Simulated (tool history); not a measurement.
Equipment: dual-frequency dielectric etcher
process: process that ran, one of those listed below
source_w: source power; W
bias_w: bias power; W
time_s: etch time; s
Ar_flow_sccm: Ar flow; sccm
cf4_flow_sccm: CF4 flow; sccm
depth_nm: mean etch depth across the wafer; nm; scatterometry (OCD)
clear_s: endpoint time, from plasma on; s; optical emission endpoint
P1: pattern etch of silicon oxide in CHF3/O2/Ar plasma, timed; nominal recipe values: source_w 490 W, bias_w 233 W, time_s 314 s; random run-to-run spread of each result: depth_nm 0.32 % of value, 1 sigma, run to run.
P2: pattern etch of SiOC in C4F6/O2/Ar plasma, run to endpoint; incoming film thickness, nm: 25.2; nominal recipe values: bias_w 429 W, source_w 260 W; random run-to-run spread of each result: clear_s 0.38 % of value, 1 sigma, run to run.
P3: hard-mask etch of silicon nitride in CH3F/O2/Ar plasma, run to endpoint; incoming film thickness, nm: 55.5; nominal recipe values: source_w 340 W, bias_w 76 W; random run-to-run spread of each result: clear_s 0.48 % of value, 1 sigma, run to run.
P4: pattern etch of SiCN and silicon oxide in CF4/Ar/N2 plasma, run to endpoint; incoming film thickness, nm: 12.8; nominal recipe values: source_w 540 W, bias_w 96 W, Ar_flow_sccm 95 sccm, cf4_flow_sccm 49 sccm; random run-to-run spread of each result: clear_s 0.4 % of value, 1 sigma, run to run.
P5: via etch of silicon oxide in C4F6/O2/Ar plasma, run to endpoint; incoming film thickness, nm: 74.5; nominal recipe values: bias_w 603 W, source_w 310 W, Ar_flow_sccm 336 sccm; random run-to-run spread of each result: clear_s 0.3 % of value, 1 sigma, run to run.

Run 1, hour 2.7: process P1, source_w 490 W, bias_w 233 W, time_s 314 s. Result: depth_nm 607.37 nm.
Run 2, hour 7.3: process P4, source_w 540 W, bias_w 96 W, Ar_flow_sccm 75 sccm, cf4_flow_sccm 49 sccm. Result: clear_s 11.418 s.
Run 3, hour 9.8: process P1, source_w 490 W, bias_w 233 W, time_s 314 s. Result: depth_nm 605.35 nm.
Run 4, hour 12: process P1, source_w 490 W, bias_w 233 W, time_s 314 s. Result: depth_nm 606.84 nm.
Run 5, hour 15.3: process P1, source_w 490 W, bias_w 233 W, time_s 314 s. Result: depth_nm 608.04 nm.
Run 6, hour 20.5: process P4, source_w 700 W, bias_w 96 W, Ar_flow_sccm 95 sccm, cf4_flow_sccm 49 sccm. Result: clear_s 9.4951 s.
Run 7, hour 24.4: process P3, source_w 340 W, bias_w 50 W. Result: clear_s 94.915 s.
Run 8, hour 28: process P5, source_w 310 W, bias_w 603 W, Ar_flow_sccm 336 sccm. Result: clear_s 17.574 s.
Run 9, hour 32.5: process P1, source_w 490 W, bias_w 324 W, time_s 429.5 s. Result: depth_nm 932.67 nm.
Run 10, hour 35.4: process P1, source_w 640 W, bias_w 144 W, time_s 314 s. Result: depth_nm 571.42 nm.
Run 11, hour 40.4: process P1, source_w 490 W, bias_w 187 W, time_s 314 s. Result: depth_nm 561.43 nm.
Run 12, hour 43.4: process P4, source_w 540 W, bias_w 56 W, Ar_flow_sccm 95 sccm, cf4_flow_sccm 49 sccm. Result: clear_s 14.285 s.
Run 13, hour 48.6: process P1, source_w 490 W, bias_w 233 W, time_s 314 s. Result: depth_nm 607.42 nm.
Run 14, hour 53.5: process P5, source_w 310 W, bias_w 781 W, Ar_flow_sccm 336 sccm. Result: clear_s 15.784 s.
Run 15, hour 56.3: process P2, source_w 340 W, bias_w 429 W. Result: clear_s 9.9923 s.
Run 16, hour 59.2: process P3, source_w 410 W, bias_w 76 W. Result: clear_s 76.951 s.
Run 17, hour 62.2: process P3, source_w 340 W, bias_w 76 W. Result: clear_s 82.024 s.
Run 18, hour 64.7: process P1, source_w 490 W, bias_w 233 W, time_s 406 s. Result: depth_nm 787.03 nm.
Run 19, hour 69.4: process P1, source_w 490 W, bias_w 284 W, time_s 314 s. Result: depth_nm 651.38 nm.
Run 20, hour 72.5: process P2, source_w 260 W, bias_w 582 W. Result: clear_s 9.6683 s.
Run 21, hour 77.3: process P1, source_w 390 W, bias_w 233 W, time_s 314 s. Result: depth_nm 557.15 nm.
Run 22, hour 81.9: process P5, source_w 310 W, bias_w 603 W, Ar_flow_sccm 336 sccm. Result: clear_s 17.537 s.
Run 23, hour 86.8: process P1, source_w 490 W, bias_w 233 W, time_s 173.5 s. Result: depth_nm 335.71 nm.
Run 24, hour 90.2: process P5, source_w 310 W, bias_w 603 W, Ar_flow_sccm 271 sccm. Result: clear_s 17.153 s.
Run 25, hour 95.2: process P1, source_w 490 W, bias_w 233 W, time_s 314 s. Result: depth_nm 607.87 nm.
Run 26, hour 97.6: process P1, source_w 590 W, bias_w 233 W, time_s 314 s. Result: depth_nm 649.47 nm.
At hour 100.3: source power generator calibrated.
Run 27, hour 100.9: process P5, source_w 410 W, bias_w 603 W, Ar_flow_sccm 336 sccm. Result: clear_s 15.819 s.
Run 28, hour 104.7: process P4, source_w 540 W, bias_w 96 W, Ar_flow_sccm 95 sccm, cf4_flow_sccm 49 sccm. Result: clear_s 11.818 s.
Run 29, hour 107.7: process P2, source_w 260 W, bias_w 429 W. Result: clear_s 10.957 s.
Run 30, hour 113: process P1, source_w 490 W, bias_w 233 W, time_s 314 s. Result: depth_nm 607.61 nm.
Run 31, hour 115.3: process P4, source_w 540 W, bias_w 96 W, Ar_flow_sccm 95 sccm, cf4_flow_sccm 40 sccm. Result: clear_s 12.207 s.
Run 32, hour 119.8: process P1, source_w 330 W, bias_w 160 W, time_s 314 s. Result: depth_nm 459.99 nm.
Run 33, hour 124.2: process P1, source_w 490 W, bias_w 233 W, time_s 314 s. Result: depth_nm 607.05 nm.
Run 34, hour 128.4: process P1, source_w 490 W, bias_w 233 W, time_s 314 s. Result: depth_nm 611.47 nm.
Run 35, hour 131: process P1, source_w 490 W, bias_w 233 W, time_s 314 s. Result: depth_nm 617.41 nm.
At hour 132.6: wet clean of the chamber.
Run 36, hour 136: process P1, source_w 490 W, bias_w 233 W, time_s 314 s. Result: depth_nm 618.64 nm.

Forecast run 37:
Run 37, hour 138.9: process P1, source_w 490 W, bias_w 233 W, time_s 314 s. Result: depth_nm ?.

{"run 37": {"depth_nm": 618.27}}

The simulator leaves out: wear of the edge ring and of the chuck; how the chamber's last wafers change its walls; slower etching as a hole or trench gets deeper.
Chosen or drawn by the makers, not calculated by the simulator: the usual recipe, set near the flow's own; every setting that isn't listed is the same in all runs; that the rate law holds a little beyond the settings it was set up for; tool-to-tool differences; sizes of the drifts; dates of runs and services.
